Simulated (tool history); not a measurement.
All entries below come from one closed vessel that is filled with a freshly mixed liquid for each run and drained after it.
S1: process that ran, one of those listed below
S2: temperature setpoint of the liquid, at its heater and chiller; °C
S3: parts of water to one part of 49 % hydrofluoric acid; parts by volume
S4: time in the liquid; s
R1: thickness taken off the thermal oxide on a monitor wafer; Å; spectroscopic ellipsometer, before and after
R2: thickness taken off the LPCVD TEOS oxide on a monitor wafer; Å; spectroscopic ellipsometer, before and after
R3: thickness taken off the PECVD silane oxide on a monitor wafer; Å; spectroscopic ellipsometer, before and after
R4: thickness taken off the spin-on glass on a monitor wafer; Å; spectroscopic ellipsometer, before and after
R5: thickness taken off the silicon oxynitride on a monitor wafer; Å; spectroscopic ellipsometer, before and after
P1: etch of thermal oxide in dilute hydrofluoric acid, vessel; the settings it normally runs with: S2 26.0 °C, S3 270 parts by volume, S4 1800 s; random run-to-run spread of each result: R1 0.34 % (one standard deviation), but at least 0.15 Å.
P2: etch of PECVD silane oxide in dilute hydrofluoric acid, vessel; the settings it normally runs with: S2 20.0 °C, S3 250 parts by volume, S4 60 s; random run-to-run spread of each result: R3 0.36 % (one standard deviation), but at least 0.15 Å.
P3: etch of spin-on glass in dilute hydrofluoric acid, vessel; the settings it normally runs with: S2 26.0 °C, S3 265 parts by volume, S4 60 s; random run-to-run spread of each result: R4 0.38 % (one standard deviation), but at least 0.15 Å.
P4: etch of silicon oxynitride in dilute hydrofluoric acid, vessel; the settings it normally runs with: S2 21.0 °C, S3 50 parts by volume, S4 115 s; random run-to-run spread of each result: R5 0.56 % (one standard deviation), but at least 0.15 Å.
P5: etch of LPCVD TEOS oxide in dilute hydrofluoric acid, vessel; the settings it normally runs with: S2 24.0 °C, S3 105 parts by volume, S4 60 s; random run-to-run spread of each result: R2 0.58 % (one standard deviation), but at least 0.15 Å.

{"run": 1, "hour": 8.5, "S1": "P1", "S2": 26.0, "S3": 270, "S4": 1800, "R1": 270.72}
{"run": 2, "hour": 17.6, "S1": "P1", "S2": 32.0, "S3": 270, "S4": 1800, "R1": 330.52}
{"run": 3, "hour": 25.7, "S1": "P1", "S2": 26.0, "S3": 270, "S4": 3550, "R1": 537.06}
{"run": 4, "hour": 34.3, "S1": "P1", "S2": 26.0, "S3": 270, "S4": 1800, "R1": 270.25}
{"run": 5, "hour": 44.1, "S1": "P5", "S2": 24.0, "S3": 105, "S4": 60, "R2": 149.2}
{"run": 6, "hour": 52.3, "S1": "P2", "S2": 20.0, "S3": 445, "S4": 60, "R3": 42.023}
{"run": 7, "hour": 61.4, "S1": "P1", "S2": 26.0, "S3": 270, "S4": 1800, "R1": 271.53}
{"run": 8, "hour": 66.1, "S1": "P1", "S2": 26.0, "S3": 80, "S4": 1800, "R1": 1144.3}
{"run": 9, "hour": 71.6, "S1": "P3", "S2": 26.0, "S3": 265, "S4": 60, "R4": 122.08}
{"run": 10, "hour": 76.6, "S1": "P4", "S2": 27.0, "S3": 50, "S4": 115, "R5": 86.354}
{"run": 11, "hour": 85.7, "S1": "P5", "S2": 19.5, "S3": 105, "S4": 60, "R2": 123.97}
{"run": 12, "hour": 90.8, "S1": "P3", "S2": 18.0, "S3": 265, "S4": 60, "R4": 91.369}
{"run": 13, "hour": 101.2, "S1": "P3", "S2": 26.0, "S3": 365, "S4": 60, "R4": 79.794}
{"run": 14, "hour": 110.0, "S1": "P2", "S2": 20.0, "S3": 250, "S4": 60, "R3": 87.814}
{"run": 15, "hour": 115.4, "S1": "P1", "S2": 30.5, "S3": 390, "S4": 1800, "R1": 192.06}
{"run": 16, "hour": 120.9, "S1": "P5", "S2": 24.0, "S3": 170, "S4": 60, "R2": 84.995}
{"run": 17, "hour": 126.8, "S1": "P4", "S2": 21.0, "S3": 50, "S4": 115, "R5": 65.226}
{"run": 18, "hour": 131.5, "S1": "P1", "S2": 26.0, "S3": 270, "S4": 1800, "R1": 270.71}
{"run": 19, "hour": 141.4, "S1": "P2", "S2": 20.0, "S3": 250, "S4": 60, "R3": 87.989}
{"run": 20, "hour": 149.9, "S1": "P2", "S2": 27.0, "S3": 250, "S4": 60, "R3": 113.43}
{"run": 21, "hour": 155.8, "S1": "P2", "S2": 20.0, "S3": 250, "S4": 30, "R3": 43.875}
{"run": 22, "hour": 166.3, "S1": "P1", "S2": 26.0, "S3": 455, "S4": 1800, "R1": 135.04}
{"run": 23, "hour": 173.7, "S1": "P1", "S2": 26.0, "S3": 270, "S4": 460, "R1": 69.356}
{"run": 24, "hour": 180.0, "S1": "P1", "S2": 29.0, "S3": 270, "S4": 955, "R1": 158.89}
{"run": 25, "hour": 188.2, "S1": "P1", "S2": 26.0, "S3": 395, "S4": 390, "R1": 35.396}
{"run": 26, "hour": 194.3, "S1": "P1", "S2": 26.0, "S3": 270, "S4": 1800, "R1": 270.39}
{"run": 27, "hour": 200.9, "S1": "P4", "S2": 21.0, "S3": 50, "S4": 175, "R5": 98.18}
{"hour": 203.2, "done": "thermometer replaced"}
{"run": 28, "hour": 206.5, "S1": "P4", "S2": 21.0, "S3": 80, "S4": 115, "R5": 39.375}
{"run": 29, "hour": 215.1, "S1": "P1", "S2": 21.5, "S3": 270, "S4": 1800, "R1": 230.25}
{"run": 30, "hour": 221.4, "S1": "P5", "S2": 24.0, "S3": 105, "S4": 30, "R2": 74.813}
{"run": 31, "hour": 227.1, "S1": "P3", "S2": 26.0, "S3": 265, "S4": 30, "R4": 60.757}
{"run": 32, "hour": 235.7, "S1": "P5", "S2": 24.0, "S3": 105, "S4": 60, "R2": 148.56}
{"run": 33, "hour": 245.9, "S1": "P1", "S2": 26.0, "S3": 270, "S4": 1800, "R1": 270.02}
{"run": 34, "hour": 251.0, "S1": "P1", "S2": 26.0, "S3": 270, "S4": 1800, "R1": 270.5}
{"run": 35, "hour": 256.0, "S1": "P1", "S2": 26.0, "S3": 270, "S4": 1800, "R1": 277.88}
{"run": 36, "hour": 265.2, "S1": "P1", "S2": 26.0, "S3": 270, "S4": 1800, "R1": 286.59}
{"run": 37, "hour": 273.3, "S1": "P1", "S2": 26.0, "S3": 270, "S4": 1800, "R1": 290.88}
{"run": 38, "hour": 279.2, "S1": "P1", "S2": 26.0, "S3": 270, "S4": 1800, "R1": 290.65}
{"run": 39, "hour": 287.0, "S1": "P1", "S2": 26.0, "S3": 270, "S4": 1800, "R1": 293.16}
{"run": 40, "hour": 295.9, "S1": "P1", "S2": 26.0, "S3": 270, "S4": 1800, "R1": 292.05}

P1 has crept away from where it was. The log is fitted equally well by each of these 2 causes, at the sizes shown:
A: liquid hotter than its thermometer reads (K) = 2.18
B: hydrofluoric acid flow above the setpoint (%) = 5.97
The drift started at roughly hour 251.0.

Consider the 4 single-wafer check runs listed below, results given as question marks: which one distinguishes between the causes by giving clearly different results for each?
{"run": "check 1", "hour": 304.8, "S1": "P3", "S2": 26.0, "S3": 265, "S4": 40, "R4": "?"}
{"run": "check 2", "hour": 304.8, "S1": "P4", "S2": 21.0, "S3": 50, "S4": 155, "R5": "?"}
{"run": "check 3", "hour": 304.8, "S1": "P2", "S2": 20.0, "S3": 385, "S4": 60, "R3": "?"}
{"run": "check 4", "hour": 304.8, "S1": "P5", "S2": 24.0, "S3": 160, "S4": 60, "R2": "?"}

If the cause were each of the candidates in turn, the checks would give the following:
check=check_1 result=R4 if_A=87.585 if_B=87.523
check=check_2 result=R5 if_A=97.365 if_B=92.814
check=check_3 result=R3 if_A=54.780 if_B=54.845
check=check_4 result=R2 if_A=99.904 if_B=98.550
Smallest distance between any two causes, each pair judged by its most separating result, in per cent: check 1 0.07 %; check 2 4.79 %; check 3 0.12 %; check 4 1.37 %
The causes can be told apart only by check 2. The other checks would give nearly the same results under each of them.

Here is what check 2 returned: R5 96.877 Å. Which cause is it?

A is the cause: liquid hotter than its thermometer reads (K).
